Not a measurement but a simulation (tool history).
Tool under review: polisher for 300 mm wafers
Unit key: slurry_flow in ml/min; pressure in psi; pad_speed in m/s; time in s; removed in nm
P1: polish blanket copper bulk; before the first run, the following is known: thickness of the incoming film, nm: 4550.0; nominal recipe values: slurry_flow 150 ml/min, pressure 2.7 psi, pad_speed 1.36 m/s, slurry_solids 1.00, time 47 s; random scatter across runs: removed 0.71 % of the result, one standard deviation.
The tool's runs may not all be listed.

Run 1, hour 9.1: slurry_flow 150 ml/min, pressure 2.7 psi, pad_speed 1.36 m/s, slurry_solids 1.00, time 47 s. Result: removed 482.75 nm.
Run 2, hour 21.3: slurry_flow 150 ml/min, pressure 2.7 psi, pad_speed 1.36 m/s, slurry_solids 0.75, time 47 s. Result: removed 449.53 nm.
Run 3, hour 31.9: slurry_flow 150 ml/min, pressure 2.7 psi, pad_speed 2.06 m/s, slurry_solids 1.00, time 47 s. Result: removed 721.79 nm.
Run 4, hour 39.7: slurry_flow 150 ml/min, pressure 2.7 psi, pad_speed 1.36 m/s, slurry_solids 1.00, time 47 s. Result: removed 481.88 nm.
Run 5, hour 47.5: slurry_flow 150 ml/min, pressure 2.7 psi, pad_speed 1.36 m/s, slurry_solids 1.00, time 47 s. Result: removed 474.39 nm.
Run 6, hour 60.7: slurry_flow 190 ml/min, pressure 2.7 psi, pad_speed 1.36 m/s, slurry_solids 1.00, time 71 s. Result: removed 748.67 nm.
Run 7, hour 76.1: slurry_flow 150 ml/min, pressure 1.8 psi, pad_speed 1.36 m/s, slurry_solids 1.00, time 47 s. Result: removed 318.72 nm.
Run 8, hour 91.1: slurry_flow 150 ml/min, pressure 2.1 psi, pad_speed 1.36 m/s, slurry_solids 1.00, time 58 s. Result: removed 456.78 nm.
Run 9, hour 106.4: slurry_flow 150 ml/min, pressure 3.8 psi, pad_speed 1.36 m/s, slurry_solids 1.00, time 47 s. Result: removed 668.22 nm.
Run 10, hour 119.9: slurry_flow 150 ml/min, pressure 2.7 psi, pad_speed 1.36 m/s, slurry_solids 1.00, time 70 s. Result: removed 710.37 nm.
Run 11, hour 135.2: slurry_flow 150 ml/min, pressure 2.7 psi, pad_speed 1.36 m/s, slurry_solids 1.00, time 34 s. Result: removed 343.68 nm.
Run 12, hour 142.6: slurry_flow 150 ml/min, pressure 2.7 psi, pad_speed 1.36 m/s, slurry_solids 1.00, time 47 s. Result: removed 480.99 nm.
Run 13, hour 153.8: slurry_flow 150 ml/min, pressure 2.7 psi, pad_speed 1.36 m/s, slurry_solids 1.00, time 47 s. Result: removed 481.43 nm.
Run 14, hour 168.9: slurry_flow 150 ml/min, pressure 2.7 psi, pad_speed 1.36 m/s, slurry_solids 1.00, time 47 s. Result: removed 475.60 nm.
Run 15, hour 180.3: slurry_flow 190 ml/min, pressure 2.7 psi, pad_speed 1.36 m/s, slurry_solids 1.00, time 47 s. Result: removed 494.94 nm.
Run 16, hour 193.3: slurry_flow 150 ml/min, pressure 2.7 psi, pad_speed 1.36 m/s, slurry_solids 1.30, time 47 s. Result: removed 510.25 nm.
Run 17, hour 200.2: slurry_flow 150 ml/min, pressure 2.7 psi, pad_speed 0.70 m/s, slurry_solids 1.00, time 47 s. Result: removed 247.16 nm.
Run 18, hour 209.7: slurry_flow 90 ml/min, pressure 2.7 psi, pad_speed 1.36 m/s, slurry_solids 1.00, time 47 s. Result: removed 429.41 nm.

Estimate the outcome of run 19 from the log above:
Run 19, hour 220.6: slurry_flow 150 ml/min, pressure 2.7 psi, pad_speed 1.36 m/s, slurry_solids 1.00, time 47 s. Result: removed ?.

Run 19 gave removed 476.24 nm.
